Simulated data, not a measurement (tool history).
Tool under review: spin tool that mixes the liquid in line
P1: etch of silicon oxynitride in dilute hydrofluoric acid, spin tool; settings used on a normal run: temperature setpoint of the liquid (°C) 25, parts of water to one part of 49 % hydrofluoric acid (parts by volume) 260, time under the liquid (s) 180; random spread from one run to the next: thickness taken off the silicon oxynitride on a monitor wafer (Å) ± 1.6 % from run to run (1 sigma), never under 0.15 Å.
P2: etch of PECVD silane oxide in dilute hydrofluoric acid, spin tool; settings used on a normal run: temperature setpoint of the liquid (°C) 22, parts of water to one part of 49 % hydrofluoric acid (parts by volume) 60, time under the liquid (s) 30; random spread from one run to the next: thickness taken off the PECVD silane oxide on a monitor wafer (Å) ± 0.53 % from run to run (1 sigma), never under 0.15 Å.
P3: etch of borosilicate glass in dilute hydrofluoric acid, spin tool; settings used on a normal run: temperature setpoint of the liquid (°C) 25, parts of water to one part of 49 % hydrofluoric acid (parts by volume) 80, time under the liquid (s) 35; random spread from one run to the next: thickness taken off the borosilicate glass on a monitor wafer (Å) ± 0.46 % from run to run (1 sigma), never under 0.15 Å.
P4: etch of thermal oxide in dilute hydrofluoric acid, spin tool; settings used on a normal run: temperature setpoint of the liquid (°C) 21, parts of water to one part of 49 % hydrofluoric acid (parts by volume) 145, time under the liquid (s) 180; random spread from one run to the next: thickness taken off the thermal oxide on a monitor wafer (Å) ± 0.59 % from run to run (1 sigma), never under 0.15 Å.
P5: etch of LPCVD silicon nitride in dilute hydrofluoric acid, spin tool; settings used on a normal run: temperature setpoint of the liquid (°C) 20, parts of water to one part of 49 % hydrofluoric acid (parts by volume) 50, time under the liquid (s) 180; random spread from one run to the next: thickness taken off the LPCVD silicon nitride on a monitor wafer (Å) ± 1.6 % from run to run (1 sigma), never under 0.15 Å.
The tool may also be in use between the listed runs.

run	hour	process that ran	temperature setpoint of the liquid (°C)	parts of water to one part of 49 % hydrofluoric acid (parts by volume)	time under the liquid (s)	hours since the thermometer was replaced	hours since the hydrofluoric acid flow meter was replaced	thickness taken off the silicon oxynitride on a monitor wafer (Å)	thickness taken off the thermal oxide on a monitor wafer (Å)	thickness taken off the LPCVD silicon nitride on a monitor wafer (Å)	thickness taken off the PECVD silane oxide on a monitor wafer (Å)	thickness taken off the borosilicate glass on a monitor wafer (Å)
1	15.1	P1	25	260	180	1043.1	775.1	14.937				
2	22.4	P4	17	145	180	1050.4	782.4		41.204			
3	31.2	P5	23.5	50	180	1059.2	791.2			19.808		
4	45.5	P4	21	95	180	1073.5	805.5		78.196			
5	57.9	P2	22	60	30	1085.9	817.9				128.25	
6	72.7	P4	21	145	55	1100.7	832.7		14.702			
7	83.8	P3	25	80	35	1111.8	843.8					136.79
8	92	P1	25	260	80	1120	852	6.679				
9	100.7	P1	25	260	180	1128.7	860.7	15.266				
10	116.6	P2	22	60	55	1144.6	876.6				234.6	
11	131.6	P3	25	80	35	1159.6	891.6					136.35
# hour 134.9: thermometer replaced
12	139.5	P1	25	400	285	4.7	899.5	13.409				
13	147.9	P1	21.5	260	180	13.1	907.9	12.663				
14	156.8	P1	28.5	260	90	22	916.8	8.7124				
15	171.9	P5	20	50	280	37.1	931.9			24.818		
16	184	P1	25	260	180	49.2	944	14.721				
17	191.8	P1	25	260	180	57	951.8	14.181				
18	205.5	P1	32	260	180	70.7	965.5	19.567				
19	213.7	P4	21	145	180	78.9	973.7		48.201			
20	227.3	P5	20	30	180	92.5	987.3			26.075		
21	236.4	P1	31	260	305	101.6	996.4	31.951				
22	247.3	P1	25	260	180	112.5	1007.3	15.212				

Run 23 has not been measured yet. What should we expect?
23	262.3	P2	17.5	60	30	127.5	1022.3				?	

Run 23 yielded thickness taken off the PECVD silane oxide on a monitor wafer (Å) 107.21.
